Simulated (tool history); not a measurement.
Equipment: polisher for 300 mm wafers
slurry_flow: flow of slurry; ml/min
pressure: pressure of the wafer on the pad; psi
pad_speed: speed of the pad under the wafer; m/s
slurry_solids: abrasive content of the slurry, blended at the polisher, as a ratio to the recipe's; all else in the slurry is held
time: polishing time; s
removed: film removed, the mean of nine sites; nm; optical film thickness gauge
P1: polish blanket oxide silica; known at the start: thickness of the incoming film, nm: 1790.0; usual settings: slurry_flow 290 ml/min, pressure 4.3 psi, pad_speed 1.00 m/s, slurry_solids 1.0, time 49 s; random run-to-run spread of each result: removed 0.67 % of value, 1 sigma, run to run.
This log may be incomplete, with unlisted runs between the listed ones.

run   hour  slurry_flow  pressure  pad_speed  slurry_solids  time  wafers polished on this pad  hours since the slurry nozzle was cleaned  hours since the head pressure was calibrated  hours since the slurry blender was calibrated  hours since the conditioning disc was replaced  removed
  1    9.2          290       4.3       1.00            1.0    49                          824                                       48.6                                         440.6                                           97.0                                            43.7  124.910
  2   19.6          290       4.3       1.36            1.0    49                          951                                       59.0                                         451.0                                          107.4                                            54.1  157.400
  3   32.1          290       4.3       1.00            1.0    28                         1104                                       71.5                                         463.5                                          119.9                                            66.6   71.384
  4   41.7          290       4.3       1.00            1.4    49                         1222                                       81.1                                         473.1                                          129.5                                            76.2  142.860
  5   51.4          290       4.3       1.00            1.0    71                         1341                                       90.8                                         482.8                                          139.2                                            85.9  180.580
  6   60.6          290       4.3       1.00            1.0    49                         1454                                      100.0                                         492.0                                          148.4                                            95.1  123.850
  7   67.9          290       4.3       0.50            1.0    49                         1544                                      107.3                                         499.3                                          155.7                                           102.4   71.532
  8   80.3          290       4.3       1.00            1.0    49                         1696                                      119.7                                         511.7                                          168.1                                           114.8  123.710
  9   86.4          290       6.3       1.00            1.0    49                         1770                                      125.8                                         517.8                                          174.2                                           120.9  181.120
 10   94.0          450       4.3       1.00            1.0    49                         1864                                      133.4                                         525.4                                          181.8                                           128.5  127.760
 11  103.7          290       4.3       1.00            1.0    49                         1983                                      143.1                                         535.1                                          191.5                                           138.2  123.940
 12  116.7          175       4.3       1.00            1.0    49                         2142                                      156.1                                         548.1                                          204.5                                           151.2  116.660
 13  128.5          290       2.5       1.00            1.0    49                         2287                                      167.9                                         559.9                                          216.3                                           163.0   71.667

Estimate the outcome of run 14 from the log above:
 14  140.9          290       4.3       1.00            1.0    49                         2439                                      180.3                                         572.3                                          228.7                                           175.4        ?

{"run 14": {"removed": 123.4}}
